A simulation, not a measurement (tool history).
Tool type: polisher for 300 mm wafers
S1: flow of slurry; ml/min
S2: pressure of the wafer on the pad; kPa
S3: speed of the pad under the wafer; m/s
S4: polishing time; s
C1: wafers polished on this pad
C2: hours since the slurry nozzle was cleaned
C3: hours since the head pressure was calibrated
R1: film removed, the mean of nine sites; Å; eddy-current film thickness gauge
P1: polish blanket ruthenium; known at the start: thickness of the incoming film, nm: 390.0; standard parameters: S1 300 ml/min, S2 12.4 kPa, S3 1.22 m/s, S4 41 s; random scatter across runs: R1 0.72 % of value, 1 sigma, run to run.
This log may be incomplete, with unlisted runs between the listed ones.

Run 1, day 0.421: S1 300 ml/min, S2 12.4 kPa, S3 1.22 m/s, S4 41 s; C1 632; C2 469.3; C3 66.5. Result: R1 456.08 Å.
Run 2, day 0.833: S1 300 ml/min, S2 12.4 kPa, S3 1.62 m/s, S4 41 s; C1 744; C2 479.2; C3 76.4. Result: R1 599 Å.
Run 3, day 1.271: S1 300 ml/min, S2 15.2 kPa, S3 1.8 m/s, S4 41 s; C1 864; C2 489.7; C3 86.9. Result: R1 812.46 Å.
Run 4, day 1.708: S1 300 ml/min, S2 12.4 kPa, S3 1.22 m/s, S4 41 s; C1 983; C2 500.2; C3 97.4. Result: R1 454.12 Å.
Run 5, day 1.933: S1 300 ml/min, S2 12.4 kPa, S3 1.22 m/s, S4 41 s; C1 1044; C2 505.6; C3 102.8. Result: R1 457.88 Å.
Run 6, day 2.2: S1 300 ml/min, S2 19.3 kPa, S3 1.22 m/s, S4 41 s; C1 1117; C2 512; C3 109.2. Result: R1 703.38 Å.
Run 7, day 2.454: S1 300 ml/min, S2 12.4 kPa, S3 1.22 m/s, S4 41 s; C1 1186; C2 518.1; C3 115.3. Result: R1 451.03 Å.
At day 2.725: worn pad replaced by a new one.
Run 8, day 2.729: S1 300 ml/min, S2 12.4 kPa, S3 1.22 m/s, S4 64 s; C1 1; C2 524.7; C3 121.9. Result: R1 693.9 Å.
Run 9, day 3.158: S1 300 ml/min, S2 12.4 kPa, S3 1.6 m/s, S4 27 s; C1 118; C2 535; C3 132.2. Result: R1 391.9 Å.
Run 10, day 3.458: S1 300 ml/min, S2 5.5 kPa, S3 1.22 m/s, S4 41 s; C1 200; C2 542.2; C3 139.4. Result: R1 199.2 Å.
Run 11, day 3.85: S1 405 ml/min, S2 12.4 kPa, S3 1.22 m/s, S4 41 s; C1 306; C2 551.6; C3 148.8. Result: R1 458.61 Å.
Run 12, day 4.05: S1 180 ml/min, S2 12.4 kPa, S3 1.22 m/s, S4 41 s; C1 361; C2 556.4; C3 153.6. Result: R1 423.31 Å.
Run 13, day 4.338: S1 300 ml/min, S2 12.4 kPa, S3 0.74 m/s, S4 41 s; C1 439; C2 563.3; C3 160.5. Result: R1 270.83 Å.
Run 14, day 4.683: S1 300 ml/min, S2 12.4 kPa, S3 1.22 m/s, S4 22 s; C1 533; C2 571.6; C3 168.8. Result: R1 242.06 Å.
Run 15, day 4.942: S1 300 ml/min, S2 12.4 kPa, S3 1.22 m/s, S4 41 s; C1 604; C2 577.8; C3 175. Result: R1 449.15 Å.
Run 16, day 5.296: S1 300 ml/min, S2 12.4 kPa, S3 1.22 m/s, S4 41 s; C1 700; C2 586.3; C3 183.5. Result: R1 446.4 Å.
Run 17, day 5.521: S1 300 ml/min, S2 12.4 kPa, S3 1.22 m/s, S4 41 s; C1 762; C2 591.7; C3 188.9. Result: R1 439.41 Å.
Run 18, day 5.954: S1 300 ml/min, S2 12.4 kPa, S3 1.22 m/s, S4 41 s; C1 880; C2 602.1; C3 199.3. Result: R1 436.54 Å.
Run 19, day 6.262: S1 300 ml/min, S2 12.4 kPa, S3 1.22 m/s, S4 41 s; C1 964; C2 609.5; C3 206.7. Result: R1 440.81 Å.
At day 6.517: worn pad replaced by a new one.
Run 20, day 6.546: S1 300 ml/min, S2 12.4 kPa, S3 1.22 m/s, S4 41 s; C1 8; C2 616.3; C3 213.5. Result: R1 442.94 Å.
Run 21, day 6.738: S1 300 ml/min, S2 12.4 kPa, S3 1.22 m/s, S4 41 s; C1 60; C2 620.9; C3 218.1. Result: R1 432.24 Å.
Run 22, day 7.171: S1 300 ml/min, S2 12.4 kPa, S3 1.22 m/s, S4 41 s; C1 178; C2 631.3; C3 228.5. Result: R1 434.67 Å.
Run 23, day 7.375: S1 300 ml/min, S2 12.4 kPa, S3 1.22 m/s, S4 41 s; C1 234; C2 636.2; C3 233.4. Result: R1 432.78 Å.
Run 24, day 7.767: S1 300 ml/min, S2 12.4 kPa, S3 1.22 m/s, S4 41 s; C1 341; C2 645.6; C3 242.8. Result: R1 435.29 Å.
Run 25, day 7.975: S1 300 ml/min, S2 12.4 kPa, S3 1.22 m/s, S4 41 s; C1 397; C2 650.6; C3 247.8. Result: R1 434 Å.

Something has made what P1 gives creep away from where it was; the 2 causes below, each at its own stated size, fit the log equally well:
A: head's pressure below its setpoint, % = 4.01
B: slurry flow missing at the pad, % = 31.7
Onset of the creep was near day 4.942.
Why every other cause is out:
removal rate lost through wear of the pad, %: serviced at day 6.517, after the change had begun; the process did not return to its earlier output

The list below offers 4 check runs, each averaging the results of 5 wafers, and shows each result as a question mark. For which of them would the listed causes give clearly different results?
Run check 1, day 8.183: S1 300 ml/min, S2 7.6 kPa, S3 1.48 m/s, S4 41 s. Result: R1 ?.
Run check 2, day 8.183: S1 180 ml/min, S2 12.4 kPa, S3 1.22 m/s, S4 41 s. Result: R1 ?.
Run check 3, day 8.183: S1 300 ml/min, S2 12.4 kPa, S3 1.54 m/s, S4 41 s. Result: R1 ?.
Run check 4, day 8.183: S1 300 ml/min, S2 12.4 kPa, S3 0.76 m/s, S4 41 s. Result: R1 ?.

What each check would give under each cause:
  check  result    if A    if B
check 1      R1  320.54  320.55
check 2      R1   407.8  397.69
check 3      R1  545.78   545.8
check 4      R1  269.35  269.36
Distance between the nearest two causes, measured in the result of the check that separates them most: check 1 0 %; check 2 2.51 %; check 3 0 %; check 4 0 %
The other checks would show nearly matching results whichever cause is true, so check 2 is the only one that separates the causes.

After running check 2, the following was obtained: R1 408.67 Å. Which cause does this point to?

The cause is A: head's pressure below its setpoint, %.
